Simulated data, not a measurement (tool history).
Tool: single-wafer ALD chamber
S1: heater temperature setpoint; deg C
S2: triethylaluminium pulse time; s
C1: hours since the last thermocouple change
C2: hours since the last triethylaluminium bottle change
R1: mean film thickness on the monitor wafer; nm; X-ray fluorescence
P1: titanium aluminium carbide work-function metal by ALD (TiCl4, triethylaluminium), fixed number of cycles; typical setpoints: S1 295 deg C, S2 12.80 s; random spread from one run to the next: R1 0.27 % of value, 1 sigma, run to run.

Run 1, hour 7.2: S1 295 deg C, S2 12.80 s; C1 718.3; C2 495.3. Result: R1 2.0744 nm.
At hour 9.5: thermocouple changed; heater temperature recalibrated.
Run 2, hour 15.1: S1 271 deg C, S2 12.80 s; C1 5.7; C2 503.2. Result: R1 1.8558 nm.
Run 3, hour 23.9: S1 295 deg C, S2 20.64 s; C1 14.5; C2 512.0. Result: R1 2.0883 nm.
Run 4, hour 31.4: S1 295 deg C, S2 12.80 s; C1 22.0; C2 519.5. Result: R1 2.0738 nm.
Run 5, hour 40.7: S1 295 deg C, S2 12.80 s; C1 31.3; C2 528.8. Result: R1 2.0700 nm.
Run 6, hour 45.8: S1 295 deg C, S2 5.86 s; C1 36.4; C2 533.9. Result: R1 1.8138 nm.
Run 7, hour 53.4: S1 295 deg C, S2 12.80 s; C1 44.0; C2 541.5. Result: R1 2.0755 nm.
Run 8, hour 60.7: S1 307 deg C, S2 8.89 s; C1 51.3; C2 548.8. Result: R1 2.1017 nm.
Run 9, hour 69.8: S1 315 deg C, S2 12.80 s; C1 60.4; C2 557.9. Result: R1 2.2637 nm.
Run 10, hour 74.7: S1 295 deg C, S2 12.80 s; C1 65.3; C2 562.8. Result: R1 2.0656 nm.
Run 11, hour 84.0: S1 295 deg C, S2 12.80 s; C1 74.6; C2 572.1. Result: R1 2.0713 nm.
Run 12, hour 89.2: S1 295 deg C, S2 12.80 s; C1 79.8; C2 577.3. Result: R1 2.0730 nm.
Run 13, hour 96.5: S1 295 deg C, S2 12.80 s; C1 87.1; C2 584.6. Result: R1 2.0397 nm.
Run 14, hour 106.0: S1 295 deg C, S2 12.80 s; C1 96.6; C2 594.1. Result: R1 2.0452 nm.
Run 15, hour 112.6: S1 295 deg C, S2 12.80 s; C1 103.2; C2 600.7. Result: R1 2.0584 nm.
Run 16, hour 120.9: S1 295 deg C, S2 12.80 s; C1 111.5; C2 609.0. Result: R1 2.0388 nm.
Run 17, hour 128.1: S1 295 deg C, S2 12.80 s; C1 118.7; C2 616.2. Result: R1 2.0452 nm.
Run 18, hour 136.6: S1 295 deg C, S2 12.80 s; C1 127.2; C2 624.7. Result: R1 2.0419 nm.
Run 19, hour 141.3: S1 295 deg C, S2 12.80 s; C1 131.9; C2 629.4. Result: R1 2.0527 nm.

What P1 gives has crept away from where it was. These 2 causes fit the log equally well, each at the size given:
A: wafer temperature below the value expected at the setpoint (K) = 3.53
B: triethylaluminium dose below that of a fresh bottle (%) = 18.6
The process output started creeping at around hour 84.0.

Consider the 4 single-wafer check runs listed below, results given as question marks: which one distinguishes between the causes by giving clearly different results for each?
Run check 1, hour 146.0: S1 305 deg C, S2 12.80 s. Result: R1 ?.
Run check 2, hour 146.0: S1 306 deg C, S2 12.80 s. Result: R1 ?.
Run check 3, hour 146.0: S1 273 deg C, S2 12.80 s. Result: R1 ?.
Run check 4, hour 146.0: S1 272 deg C, S2 6.54 s. Result: R1 ?.

Check results expected under each cause:
  check  result    if A    if B
check 1      R1  2.1315  2.1303
check 2      R1  2.1407  2.1394
check 3      R1  1.8410  1.8434
check 4      R1  1.6601  1.5856
How far apart the two closest causes lie, in the result that separates them most: check 1 0.06 %; check 2 0.06 %; check 3 0.13 %; check 4 4.59 %
Only check 4 tells the causes apart: in the others they would give nearly the same result.

Check 4 was then run and gave: R1 1.5893 nm. Which cause is it?

The correct cause is B, namely: triethylaluminium dose below that of a fresh bottle (%).
